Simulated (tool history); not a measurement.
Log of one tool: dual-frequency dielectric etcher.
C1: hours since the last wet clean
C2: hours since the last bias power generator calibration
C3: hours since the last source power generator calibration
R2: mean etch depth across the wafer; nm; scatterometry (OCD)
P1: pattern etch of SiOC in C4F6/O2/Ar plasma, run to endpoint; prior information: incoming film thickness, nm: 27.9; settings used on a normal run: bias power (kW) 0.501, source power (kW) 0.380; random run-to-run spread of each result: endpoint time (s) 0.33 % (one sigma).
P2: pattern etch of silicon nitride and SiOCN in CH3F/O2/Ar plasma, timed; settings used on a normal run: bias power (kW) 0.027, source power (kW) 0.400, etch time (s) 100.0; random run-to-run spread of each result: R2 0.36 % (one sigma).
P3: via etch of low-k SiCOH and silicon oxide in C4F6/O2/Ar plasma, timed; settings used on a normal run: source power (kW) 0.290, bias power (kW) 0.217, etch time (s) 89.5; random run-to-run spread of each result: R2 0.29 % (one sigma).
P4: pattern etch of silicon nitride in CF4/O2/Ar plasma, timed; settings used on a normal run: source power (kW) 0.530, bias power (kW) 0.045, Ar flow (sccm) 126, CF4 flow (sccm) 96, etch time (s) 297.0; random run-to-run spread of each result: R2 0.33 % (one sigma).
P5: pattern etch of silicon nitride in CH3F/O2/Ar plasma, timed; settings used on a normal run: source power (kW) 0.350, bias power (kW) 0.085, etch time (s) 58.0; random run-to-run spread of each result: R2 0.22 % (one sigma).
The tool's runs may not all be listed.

Run 1, hour 11.9: process that ran P1, bias power (kW) 0.501, source power (kW) 0.380; C1 379.9; C2 2261.3; C3 1404.2. Result: endpoint time (s) 9.5925.
Run 2, hour 24.7: process that ran P3, bias power (kW) 0.217, source power (kW) 0.290, etch time (s) 89.5; C1 392.7; C2 2274.1; C3 1417.0. Result: R2 238.3100 nm.
Run 3, hour 37.4: process that ran P1, bias power (kW) 0.501, source power (kW) 0.380; C1 405.4; C2 2286.8; C3 1429.7. Result: endpoint time (s) 9.5380.
Run 4, hour 51.7: process that ran P4, bias power (kW) 0.045, source power (kW) 0.650, etch time (s) 297.0, Ar flow (sccm) 126, CF4 flow (sccm) 96; C1 419.7; C2 2301.1; C3 1444.0. Result: R2 668.5200 nm.
Run 5, hour 64.2: process that ran P5, bias power (kW) 0.116, source power (kW) 0.350, etch time (s) 58.0; C1 432.2; C2 2313.6; C3 1456.5. Result: R2 47.7740 nm.
Run 6, hour 76.7: process that ran P4, bias power (kW) 0.045, source power (kW) 0.530, etch time (s) 297.0, Ar flow (sccm) 126, CF4 flow (sccm) 96; C1 444.7; C2 2326.1; C3 1469.0. Result: R2 561.4500 nm.
Run 7, hour 87.7: process that ran P3, bias power (kW) 0.217, source power (kW) 0.180, etch time (s) 89.5; C1 455.7; C2 2337.1; C3 1480.0. Result: R2 197.3100 nm.
Run 8, hour 99.2: process that ran P5, bias power (kW) 0.085, source power (kW) 0.350, etch time (s) 58.0; C1 467.2; C2 2348.6; C3 1491.5. Result: R2 42.5820 nm.
Run 9, hour 109.4: process that ran P3, bias power (kW) 0.217, source power (kW) 0.290, etch time (s) 134.5; C1 477.4; C2 2358.8; C3 1501.7. Result: R2 354.0500 nm.
Run 10, hour 117.5: process that ran P4, bias power (kW) 0.045, source power (kW) 0.530, etch time (s) 209.0, Ar flow (sccm) 126, CF4 flow (sccm) 96; C1 485.5; C2 2366.9; C3 1509.8. Result: R2 395.3100 nm.
Run 11, hour 128.1: process that ran P2, bias power (kW) 0.018, source power (kW) 0.400, etch time (s) 100.0; C1 496.1; C2 2377.5; C3 1520.4. Result: R2 12.4990 nm.
Run 12, hour 139.0: process that ran P1, bias power (kW) 0.693, source power (kW) 0.380; C1 507.0; C2 2388.4; C3 1531.3. Result: endpoint time (s) 8.4616.
Run 13, hour 155.0: process that ran P5, bias power (kW) 0.085, source power (kW) 0.350, etch time (s) 58.0; C1 523.0; C2 2404.4; C3 1547.3. Result: R2 42.7260 nm.
Run 14, hour 163.5: process that ran P1, bias power (kW) 0.501, source power (kW) 0.380; C1 531.5; C2 2412.9; C3 1555.8. Result: endpoint time (s) 9.6090.
Run 15, hour 179.4: process that ran P1, bias power (kW) 0.501, source power (kW) 0.480; C1 547.4; C2 2428.8; C3 1571.7. Result: endpoint time (s) 8.7768.
Run 16, hour 188.6: process that ran P1, bias power (kW) 0.501, source power (kW) 0.380; C1 556.6; C2 2438.0; C3 1580.9. Result: endpoint time (s) 9.5566.
Run 17, hour 196.2: process that ran P1, bias power (kW) 0.314, source power (kW) 0.510; C1 564.2; C2 2445.6; C3 1588.5. Result: endpoint time (s) 10.1620.
Run 18, hour 211.7: process that ran P1, bias power (kW) 0.344, source power (kW) 0.380; C1 579.7; C2 2461.1; C3 1604.0. Result: endpoint time (s) 10.9950.
Run 19, hour 219.4: process that ran P3, bias power (kW) 0.269, source power (kW) 0.290, etch time (s) 89.5; C1 587.4; C2 2468.8; C3 1611.7. Result: R2 256.5900 nm.
Run 20, hour 230.8: process that ran P4, bias power (kW) 0.045, source power (kW) 0.530, etch time (s) 297.0, Ar flow (sccm) 126, CF4 flow (sccm) 96; C1 598.8; C2 2480.2; C3 1623.1. Result: R2 562.8400 nm.
Run 21, hour 240.2: process that ran P2, bias power (kW) 0.027, source power (kW) 0.400, etch time (s) 100.0; C1 608.2; C2 2489.6; C3 1632.5. Result: R2 14.9950 nm.
Run 22, hour 255.0: process that ran P1, bias power (kW) 0.693, source power (kW) 0.510; C1 623.0; C2 2504.4; C3 1647.3. Result: endpoint time (s) 7.5941.
Run 23, hour 267.9: process that ran P4, bias power (kW) 0.045, source power (kW) 0.530, etch time (s) 297.0, Ar flow (sccm) 158, CF4 flow (sccm) 96; C1 635.9; C2 2517.3; C3 1660.2. Result: R2 542.8700 nm.
Run 24, hour 279.4: process that ran P1, bias power (kW) 0.501, source power (kW) 0.230; C1 647.4; C2 2528.8; C3 1671.7. Result: endpoint time (s) 11.5500.
Run 25, hour 292.7: process that ran P2, bias power (kW) 0.027, source power (kW) 0.400, etch time (s) 55.0; C1 660.7; C2 2542.1; C3 1685.0. Result: R2 8.2328 nm.
Run 26, hour 306.4: process that ran P2, bias power (kW) 0.027, source power (kW) 0.400, etch time (s) 100.0; C1 674.4; C2 2555.8; C3 1698.7. Result: R2 15.0330 nm.
At hour 315.0: bias power generator calibrated.
Run 27, hour 316.7: process that ran P4, bias power (kW) 0.028, source power (kW) 0.530, etch time (s) 297.0, Ar flow (sccm) 126, CF4 flow (sccm) 96; C1 684.7; C2 1.8; C3 1709.0. Result: R2 474.2200 nm.
Run 28, hour 331.7: process that ran P5, bias power (kW) 0.085, source power (kW) 0.470, etch time (s) 58.0; C1 699.7; C2 16.8; C3 1724.0. Result: R2 47.6290 nm.
Run 29, hour 344.0: process that ran P4, bias power (kW) 0.045, source power (kW) 0.530, etch time (s) 297.0, Ar flow (sccm) 126, CF4 flow (sccm) 71; C1 712.0; C2 29.1; C3 1736.3. Result: R2 536.8300 nm.
Run 30, hour 351.6: process that ran P1, bias power (kW) 0.501, source power (kW) 0.380; C1 719.6; C2 36.7; C3 1743.9. Result: endpoint time (s) 9.6560.
Run 31, hour 360.4: process that ran P2, bias power (kW) 0.027, source power (kW) 0.250, etch time (s) 100.0; C1 728.4; C2 45.5; C3 1752.7. Result: R2 12.8580 nm.
Run 32, hour 374.4: process that ran P1, bias power (kW) 0.501, source power (kW) 0.380; C1 742.4; C2 59.5; C3 1766.7. Result: endpoint time (s) 9.6493.
Run 33, hour 391.2: process that ran P5, bias power (kW) 0.085, source power (kW) 0.350, etch time (s) 79.0; C1 759.2; C2 76.3; C3 1783.5. Result: R2 58.1950 nm.
Run 34, hour 401.4: process that ran P1, bias power (kW) 0.501, source power (kW) 0.380; C1 769.4; C2 86.5; C3 1793.7. Result: endpoint time (s) 9.6064.
Run 35, hour 411.8: process that ran P1, bias power (kW) 0.501, source power (kW) 0.380; C1 779.8; C2 96.9; C3 1804.1. Result: endpoint time (s) 9.5087.
Run 36, hour 426.2: process that ran P1, bias power (kW) 0.501, source power (kW) 0.380; C1 794.2; C2 111.3; C3 1818.5. Result: endpoint time (s) 9.4888.
Run 37, hour 439.8: process that ran P1, bias power (kW) 0.501, source power (kW) 0.380; C1 807.8; C2 124.9; C3 1832.1. Result: endpoint time (s) 9.4447.
At hour 453.2: wet clean of the chamber.
Run 38, hour 456.3: process that ran P1, bias power (kW) 0.501, source power (kW) 0.380; C1 3.2; C2 141.4; C3 1848.6. Result: endpoint time (s) 9.4494.
Run 39, hour 472.3: process that ran P1, bias power (kW) 0.501, source power (kW) 0.380; C1 19.2; C2 157.4; C3 1864.6. Result: endpoint time (s) 9.4870.
Run 40, hour 479.5: process that ran P1, bias power (kW) 0.501, source power (kW) 0.380; C1 26.4; C2 164.6; C3 1871.8. Result: endpoint time (s) 9.4415.
Run 41, hour 487.7: process that ran P1, bias power (kW) 0.501, source power (kW) 0.380; C1 34.6; C2 172.8; C3 1880.0. Result: endpoint time (s) 9.4518.

P1 has crept away from where it was. The log is fitted equally well by each of these 2 causes, at the sizes shown:
A: bias power that arrives over what is set, % = 4.46
B: source power that arrives over what is set, % = 4.54
The drift started at roughly hour 401.4.
Other possible causes, and why each is ruled out:
chamber walls in a state that raises the etch rate, %: work on it at hour 453.2, done after the drift set in, did not restore what the process gave before

Which of the 4 check runs listed below, each an average over 2 wafers with its results shown as question marks, gives clearly different results under the different listed causes?
Run check 1, hour 495.9: process that ran P3, bias power (kW) 0.217, source power (kW) 0.290, etch time (s) 89.5. Result: R2 ?.
Run check 2, hour 495.9: process that ran P2, bias power (kW) 0.027, source power (kW) 0.400, etch time (s) 100.0. Result: R2 ?.
Run check 3, hour 495.9: process that ran P4, bias power (kW) 0.045, source power (kW) 0.530, etch time (s) 297.0, Ar flow (sccm) 126, CF4 flow (sccm) 96. Result: R2 ?.
Run check 4, hour 495.9: process that ran P5, bias power (kW) 0.085, source power (kW) 0.350, etch time (s) 58.0. Result: R2 ?.

If the cause were each of the candidates in turn, the checks would give the following:
  check  result      if A      if B
check 1      R2  240.6300  241.1800
check 2      R2   15.3370   15.2600
check 3      R2  570.9400  583.6800
check 4      R2   43.3160   43.3550
Separation of the two closest causes in each check, using whichever result separates them best: check 1 0.23 %; check 2 0.51 %; check 3 2.21 %; check 4 0.09 %
Check 3 distinguishes between the causes, while the remaining checks would return nearly the same result for all of them.

After running check 3, the following was obtained: R2 583.5500 nm. Which cause does this point to?

The correct cause is B, namely: source power that arrives over what is set, %.

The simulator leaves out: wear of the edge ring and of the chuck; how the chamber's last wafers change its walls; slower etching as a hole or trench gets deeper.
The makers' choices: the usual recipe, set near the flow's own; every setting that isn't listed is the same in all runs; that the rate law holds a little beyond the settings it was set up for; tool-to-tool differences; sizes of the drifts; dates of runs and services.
